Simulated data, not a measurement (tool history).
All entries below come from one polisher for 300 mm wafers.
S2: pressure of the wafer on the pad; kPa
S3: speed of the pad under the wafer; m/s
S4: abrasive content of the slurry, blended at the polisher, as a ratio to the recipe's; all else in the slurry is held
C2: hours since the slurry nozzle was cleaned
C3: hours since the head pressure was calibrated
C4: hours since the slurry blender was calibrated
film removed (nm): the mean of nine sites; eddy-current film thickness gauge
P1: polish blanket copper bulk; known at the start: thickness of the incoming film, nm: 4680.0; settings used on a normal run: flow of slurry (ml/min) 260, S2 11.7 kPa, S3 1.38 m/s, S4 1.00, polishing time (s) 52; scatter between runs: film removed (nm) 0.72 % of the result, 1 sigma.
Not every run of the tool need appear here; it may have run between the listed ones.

{"run": 1, "hour": 17.7, "flow of slurry (ml/min)": 260, "S2": 11.7, "S3": 1.38, "S4": 1.0, "polishing time (s)": 52, "wafers polished on this pad": 588, "C2": 636.0, "C3": 242.0, "C4": 190.3, "film removed (nm)": 497.54}
{"run": 2, "hour": 29.6, "flow of slurry (ml/min)": 260, "S2": 11.7, "S3": 1.86, "S4": 1.0, "polishing time (s)": 52, "wafers polished on this pad": 680, "C2": 647.9, "C3": 253.9, "C4": 202.2, "film removed (nm)": 677.01}
{"run": 3, "hour": 44.3, "flow of slurry (ml/min)": 260, "S2": 11.7, "S3": 1.38, "S4": 1.25, "polishing time (s)": 52, "wafers polished on this pad": 794, "C2": 662.6, "C3": 268.6, "C4": 216.9, "film removed (nm)": 526.97}
{"run": 4, "hour": 58.1, "flow of slurry (ml/min)": 260, "S2": 6.9, "S3": 1.38, "S4": 1.0, "polishing time (s)": 52, "wafers polished on this pad": 901, "C2": 676.4, "C3": 282.4, "C4": 230.7, "film removed (nm)": 291.5}
{"run": 5, "hour": 75.6, "flow of slurry (ml/min)": 260, "S2": 11.7, "S3": 1.38, "S4": 1.0, "polishing time (s)": 52, "wafers polished on this pad": 1037, "C2": 693.9, "C3": 299.9, "C4": 248.2, "film removed (nm)": 504.86}
{"run": 6, "hour": 85.0, "flow of slurry (ml/min)": 260, "S2": 11.7, "S3": 1.38, "S4": 1.0, "polishing time (s)": 37, "wafers polished on this pad": 1110, "C2": 703.3, "C3": 309.3, "C4": 257.6, "film removed (nm)": 364.89}
{"run": 7, "hour": 94.4, "flow of slurry (ml/min)": 260, "S2": 11.7, "S3": 1.38, "S4": 1.0, "polishing time (s)": 52, "wafers polished on this pad": 1183, "C2": 712.7, "C3": 318.7, "C4": 267.0, "film removed (nm)": 505.85}
{"run": 8, "hour": 106.4, "flow of slurry (ml/min)": 260, "S2": 11.7, "S3": 0.9, "S4": 1.0, "polishing time (s)": 52, "wafers polished on this pad": 1276, "C2": 724.7, "C3": 330.7, "C4": 279.0, "film removed (nm)": 328.08}
{"run": 9, "hour": 120.5, "flow of slurry (ml/min)": 395, "S2": 11.7, "S3": 1.38, "S4": 1.0, "polishing time (s)": 52, "wafers polished on this pad": 1386, "C2": 738.8, "C3": 344.8, "C4": 293.1, "film removed (nm)": 521.87}
{"run": 10, "hour": 131.9, "flow of slurry (ml/min)": 155, "S2": 11.7, "S3": 1.38, "S4": 1.0, "polishing time (s)": 52, "wafers polished on this pad": 1474, "C2": 750.2, "C3": 356.2, "C4": 304.5, "film removed (nm)": 471.47}
{"run": 11, "hour": 143.0, "flow of slurry (ml/min)": 260, "S2": 11.7, "S3": 1.38, "S4": 0.55, "polishing time (s)": 52, "wafers polished on this pad": 1561, "C2": 761.3, "C3": 367.3, "C4": 315.6, "film removed (nm)": 445.34}
{"run": 12, "hour": 151.7, "flow of slurry (ml/min)": 260, "S2": 11.7, "S3": 1.38, "S4": 1.0, "polishing time (s)": 66, "wafers polished on this pad": 1628, "C2": 770.0, "C3": 376.0, "C4": 324.3, "film removed (nm)": 632.45}
{"run": 13, "hour": 165.2, "flow of slurry (ml/min)": 260, "S2": 17.2, "S3": 1.38, "S4": 1.0, "polishing time (s)": 52, "wafers polished on this pad": 1733, "C2": 783.5, "C3": 389.5, "C4": 337.8, "film removed (nm)": 748.75}
{"run": 14, "hour": 183.3, "flow of slurry (ml/min)": 260, "S2": 11.7, "S3": 1.38, "S4": 1.0, "polishing time (s)": 52, "wafers polished on this pad": 1873, "C2": 801.6, "C3": 407.6, "C4": 355.9, "film removed (nm)": 504.59}
{"run": 15, "hour": 193.2, "flow of slurry (ml/min)": 260, "S2": 15.2, "S3": 1.02, "S4": 1.0, "polishing time (s)": 52, "wafers polished on this pad": 1950, "C2": 811.5, "C3": 417.5, "C4": 365.8, "film removed (nm)": 479.94}
{"run": 16, "hour": 208.9, "flow of slurry (ml/min)": 260, "S2": 11.7, "S3": 1.38, "S4": 1.0, "polishing time (s)": 52, "wafers polished on this pad": 2072, "C2": 827.2, "C3": 433.2, "C4": 381.5, "film removed (nm)": 505.45}
{"run": 17, "hour": 217.4, "flow of slurry (ml/min)": 260, "S2": 11.7, "S3": 1.38, "S4": 1.0, "polishing time (s)": 52, "wafers polished on this pad": 2138, "C2": 835.7, "C3": 441.7, "C4": 390.0, "film removed (nm)": 503.66}
{"run": 18, "hour": 229.3, "flow of slurry (ml/min)": 260, "S2": 11.7, "S3": 1.38, "S4": 1.0, "polishing time (s)": 52, "wafers polished on this pad": 2231, "C2": 847.6, "C3": 453.6, "C4": 401.9, "film removed (nm)": 488.74}
{"run": 19, "hour": 239.7, "flow of slurry (ml/min)": 260, "S2": 11.7, "S3": 1.38, "S4": 1.0, "polishing time (s)": 52, "wafers polished on this pad": 2311, "C2": 858.0, "C3": 464.0, "C4": 412.3, "film removed (nm)": 482.77}
{"run": 20, "hour": 252.1, "flow of slurry (ml/min)": 260, "S2": 11.7, "S3": 1.38, "S4": 1.0, "polishing time (s)": 52, "wafers polished on this pad": 2408, "C2": 870.4, "C3": 476.4, "C4": 424.7, "film removed (nm)": 479.87}
{"hour": 257.9, "done": "head pressure recalibrated"}
{"run": 21, "hour": 261.8, "flow of slurry (ml/min)": 260, "S2": 11.7, "S3": 1.38, "S4": 1.0, "polishing time (s)": 52, "wafers polished on this pad": 2483, "C2": 880.1, "C3": 4.0, "C4": 434.4, "film removed (nm)": 479.76}
{"run": 22, "hour": 273.6, "flow of slurry (ml/min)": 260, "S2": 11.7, "S3": 1.38, "S4": 1.0, "polishing time (s)": 52, "wafers polished on this pad": 2575, "C2": 891.9, "C3": 15.8, "C4": 446.2, "film removed (nm)": 482.39}
{"hour": 274.8, "done": "slurry blender recalibrated"}
{"run": 23, "hour": 287.3, "flow of slurry (ml/min)": 260, "S2": 11.7, "S3": 1.38, "S4": 1.0, "polishing time (s)": 52, "wafers polished on this pad": 2681, "C2": 905.6, "C3": 29.5, "C4": 12.6, "film removed (nm)": 474.13}
{"run": 24, "hour": 298.0, "flow of slurry (ml/min)": 260, "S2": 11.7, "S3": 1.38, "S4": 1.0, "polishing time (s)": 52, "wafers polished on this pad": 2764, "C2": 916.3, "C3": 40.2, "C4": 23.3, "film removed (nm)": 467.16}
{"run": 25, "hour": 306.8, "flow of slurry (ml/min)": 260, "S2": 11.7, "S3": 1.38, "S4": 1.0, "polishing time (s)": 52, "wafers polished on this pad": 2832, "C2": 925.1, "C3": 49.0, "C4": 32.1, "film removed (nm)": 469.16}
{"run": 26, "hour": 316.1, "flow of slurry (ml/min)": 260, "S2": 11.7, "S3": 1.38, "S4": 1.0, "polishing time (s)": 52, "wafers polished on this pad": 2904, "C2": 934.4, "C3": 58.3, "C4": 41.4, "film removed (nm)": 475.85}
{"run": 27, "hour": 328.7, "flow of slurry (ml/min)": 260, "S2": 11.7, "S3": 1.38, "S4": 1.0, "polishing time (s)": 52, "wafers polished on this pad": 3002, "C2": 947.0, "C3": 70.9, "C4": 54.0, "film removed (nm)": 473.17}

What P1 gives has crept away from where it was. These 2 causes fit the log equally well, each at the size given:
A: removal rate lost through wear of the pad, % = 6.33
B: slurry flow missing at the pad, % = 39.4
The creep began at about hour 217.4.
Each remaining cause and why it is not a fit:
head's pressure below its setpoint, %: serviced at hour 257.9, after the drift had started, without restoring the earlier output
abrasive missing from the slurry, %: serviced at hour 274.8, after the drift had started, without restoring the earlier output

Below are 4 check runs, each averaged over 5 wafers, with their results shown as question marks. Which of them would give clearly different results depending on which cause is behind the drift?
{"run": "check 1", "hour": 341.3, "flow of slurry (ml/min)": 180, "S2": 11.7, "S3": 1.38, "S4": 1.0, "polishing time (s)": 52, "film removed (nm)": "?"}
{"run": "check 2", "hour": 341.3, "flow of slurry (ml/min)": 260, "S2": 15.2, "S3": 1.82, "S4": 1.0, "polishing time (s)": 52, "film removed (nm)": "?"}
{"run": "check 3", "hour": 341.3, "flow of slurry (ml/min)": 260, "S2": 11.7, "S3": 1.66, "S4": 1.0, "polishing time (s)": 52, "film removed (nm)": "?"}
{"run": "check 4", "hour": 341.3, "flow of slurry (ml/min)": 260, "S2": 13.8, "S3": 1.38, "S4": 1.0, "polishing time (s)": 52, "film removed (nm)": "?"}

What every check run would give for each of its results, assuming each possible cause in turn:
check=check_1 result=film_removed_(nm) if_A=449.71 if_B=437.92
check=check_2 result=film_removed_(nm) if_A=802.78 if_B=802.80
check=check_3 result=film_removed_(nm) if_A=565.79 if_B=565.81
check=check_4 result=film_removed_(nm) if_A=553.36 if_B=553.38
Minimum pairwise separation of causes per check, each pair taken at its best-separating result: check 1 2.66 %; check 2 0 %; check 3 0 %; check 4 0 %
Only in check 1 would the causes give clearly different results; in the remaining checks their results would be nearly the same.

Check 1 has now been run. It gave: film removed (nm) 436.90. Which of the candidate causes is it?

It is B: slurry flow missing at the pad, %.

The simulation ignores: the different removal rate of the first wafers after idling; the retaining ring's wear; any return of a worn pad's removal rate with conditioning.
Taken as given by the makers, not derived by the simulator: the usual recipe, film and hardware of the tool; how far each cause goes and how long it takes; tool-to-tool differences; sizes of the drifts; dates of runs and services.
